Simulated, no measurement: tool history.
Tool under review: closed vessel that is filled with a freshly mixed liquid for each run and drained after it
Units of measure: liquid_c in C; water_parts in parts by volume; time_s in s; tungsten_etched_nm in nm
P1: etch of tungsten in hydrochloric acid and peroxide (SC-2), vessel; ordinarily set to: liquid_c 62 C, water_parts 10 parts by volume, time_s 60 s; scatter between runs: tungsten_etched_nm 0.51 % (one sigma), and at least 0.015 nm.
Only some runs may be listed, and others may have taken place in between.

| run | hour | liquid_c | water_parts | time_s | tungsten_etched_nm |
|---|---|---|---|---|---|
| 1 | 15.2 | 62 | 10 | 60 | 34.762 |
| 2 | 26.1 | 62 | 16.5 | 60 | 22.348 |
| 3 | 39.9 | 62 | 10 | 30 | 17.515 |
| 4 | 55.3 | 62 | 10 | 60 | 34.931 |
| 5 | 63.8 | 62 | 4 | 60 | 69.859 |
| 6 | 80.2 | 62 | 10 | 60 | 35.289 |
| 7 | 92.3 | 72 | 10 | 60 | 63.612 |
| 8 | 101.9 | 72 | 10 | 115 | 121.37 |
| 9 | 117.1 | 62 | 10 | 60 | 34.661 |
| 10 | 126.9 | 62 | 10 | 115 | 66.925 |
| 11 | 137.4 | 48.5 | 10 | 60 | 14.475 |
| 12 | 155.7 | 62 | 10 | 60 | 34.839 |
| 13 | 164.7 | 62 | 10 | 60 | 35.81 |
| 14 | 174.9 | 62 | 10 | 60 | 37.039 |

Run 15, settings as shown, results not yet in. Your forecast:
| 15 | 189.6 | 62 | 10 | 60 | ? |

{"run 15": {"tungsten_etched_nm": 37.298}}
